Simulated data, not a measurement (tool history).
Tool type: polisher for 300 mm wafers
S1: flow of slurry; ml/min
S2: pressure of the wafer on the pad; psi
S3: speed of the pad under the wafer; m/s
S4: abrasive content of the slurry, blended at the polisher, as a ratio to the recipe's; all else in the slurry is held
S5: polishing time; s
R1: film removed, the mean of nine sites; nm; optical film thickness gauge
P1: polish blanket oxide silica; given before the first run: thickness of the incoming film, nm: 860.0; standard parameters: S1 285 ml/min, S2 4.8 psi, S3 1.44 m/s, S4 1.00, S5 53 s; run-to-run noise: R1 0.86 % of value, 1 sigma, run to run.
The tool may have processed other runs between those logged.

run 1 hour=11.8 | S1=285 S2=4.8 S3=1.44 S4=1.00 S5=53 | R1=250.58
run 2 hour=24.7 | S1=285 S2=4.8 S3=1.44 S4=0.50 S5=53 | R1=172.73
run 3 hour=36.7 | S1=285 S2=4.8 S3=1.44 S4=1.00 S5=32 | R1=154.12
run 4 hour=47.6 | S1=420 S2=4.8 S3=1.44 S4=1.00 S5=53 | R1=259.63
run 5 hour=60.2 | S1=285 S2=4.8 S3=1.44 S4=1.00 S5=53 | R1=250.14
run 6 hour=69.7 | S1=285 S2=4.8 S3=1.44 S4=1.00 S5=70 | R1=335.10
run 7 hour=84.9 | S1=285 S2=4.8 S3=1.44 S4=1.00 S5=53 | R1=251.24
run 8 hour=98.9 | S1=285 S2=4.8 S3=2.20 S4=1.00 S5=53 | R1=353.00
run 9 hour=111.0 | S1=170 S2=4.8 S3=1.44 S4=1.00 S5=53 | R1=234.99
run 10 hour=119.9 | S1=285 S2=7.6 S3=1.44 S4=1.00 S5=53 | R1=406.57
run 11 hour=135.3 | S1=285 S2=4.8 S3=1.44 S4=1.00 S5=53 | R1=250.37
run 12 hour=142.5 | S1=285 S2=4.8 S3=1.44 S4=1.00 S5=53 | R1=253.69
run 13 hour=149.7 | S1=285 S2=4.8 S3=1.44 S4=1.35 S5=53 | R1=288.46
-- hour=163.7 slurry nozzle cleaned
run 14 hour=164.1 | S1=285 S2=2.2 S3=1.44 S4=1.00 S5=53 | R1=114.81
run 15 hour=179.6 | S1=285 S2=4.8 S3=0.66 S4=1.00 S5=53 | R1=133.56
run 16 hour=187.6 | S1=285 S2=2.2 S3=1.44 S4=1.00 S5=82 | R1=178.04
run 17 hour=195.5 | S1=285 S2=4.8 S3=1.44 S4=1.00 S5=53 | R1=252.52
run 18 hour=205.9 | S1=285 S2=4.8 S3=1.44 S4=1.00 S5=53 | R1=246.44
run 19 hour=219.1 | S1=285 S2=4.8 S3=1.44 S4=1.00 S5=53 | R1=241.73
run 20 hour=226.4 | S1=285 S2=4.8 S3=1.44 S4=1.00 S5=53 | R1=234.31
-- hour=235.4 head pressure recalibrated
run 21 hour=240.5 | S1=285 S2=4.8 S3=1.44 S4=1.00 S5=53 | R1=232.43
-- hour=255.0 slurry nozzle cleaned
run 22 hour=255.1 | S1=285 S2=4.8 S3=1.44 S4=1.00 S5=53 | R1=227.48
-- hour=258.3 conditioning disc replaced and pad reconditioned
run 23 hour=263.2 | S1=285 S2=4.8 S3=1.44 S4=1.00 S5=53 | R1=228.63
run 24 hour=277.2 | S1=285 S2=4.8 S3=1.44 S4=1.00 S5=53 | R1=228.70
run 25 hour=290.1 | S1=285 S2=4.8 S3=1.44 S4=1.00 S5=53 | R1=227.77

What P1 gives has crept off from where it sat before. The 2 causes that follow fit the log equally well, each at the size noted:
A: removal rate lost through wear of the pad, % = 9.63
B: abrasive missing from the slurry, % = 19
The creep began at about hour 205.9.
Why every other cause is out:
slurry flow missing at the pad, %: was serviced at hour 255.0, once the creep was under way, yet the earlier output never came back
head's pressure below its setpoint, %: was serviced at hour 235.4, once the creep was under way, yet the earlier output never came back
time polished since the conditioner stopped cutting, s: was serviced at hour 258.3, once the creep was under way, yet the earlier output never came back

Each of the check runs listed below is run on 5 wafers and reports their average, with the results left as question marks. Pick the one under which the possible causes would lead to clearly different results.
run check 1 hour=303.0 | S1=285 S2=4.8 S3=1.44 S4=1.00 S5=42 | R1=?
run check 2 hour=303.0 | S1=285 S2=4.8 S3=1.44 S4=0.55 S5=53 | R1=?
run check 3 hour=303.0 | S1=285 S2=3.3 S3=0.88 S4=1.00 S5=53 | R1=?
run check 4 hour=303.0 | S1=405 S2=3.5 S3=1.44 S4=1.00 S5=53 | R1=?

Expected result of each check under each candidate cause:
check=check_1 result=R1 if_A=180.06 if_B=180.05
check=check_2 result=R1 if_A=165.63 if_B=160.58
check=check_3 result=R1 if_A=105.35 if_B=105.34
check=check_4 result=R1 if_A=170.44 if_B=170.43
Minimum pairwise separation of causes per check, each pair taken at its best-separating result: check 1 0.01 %; check 2 3.09 %; check 3 0.01 %; check 4 0.01 %
Check 2 distinguishes between the causes, while the remaining checks would return nearly the same result for all of them.

Then check 2 was run and gave: R1 166.14 nm. Which cause is it?

Of the candidate causes, it is A: removal rate lost through wear of the pad, %.

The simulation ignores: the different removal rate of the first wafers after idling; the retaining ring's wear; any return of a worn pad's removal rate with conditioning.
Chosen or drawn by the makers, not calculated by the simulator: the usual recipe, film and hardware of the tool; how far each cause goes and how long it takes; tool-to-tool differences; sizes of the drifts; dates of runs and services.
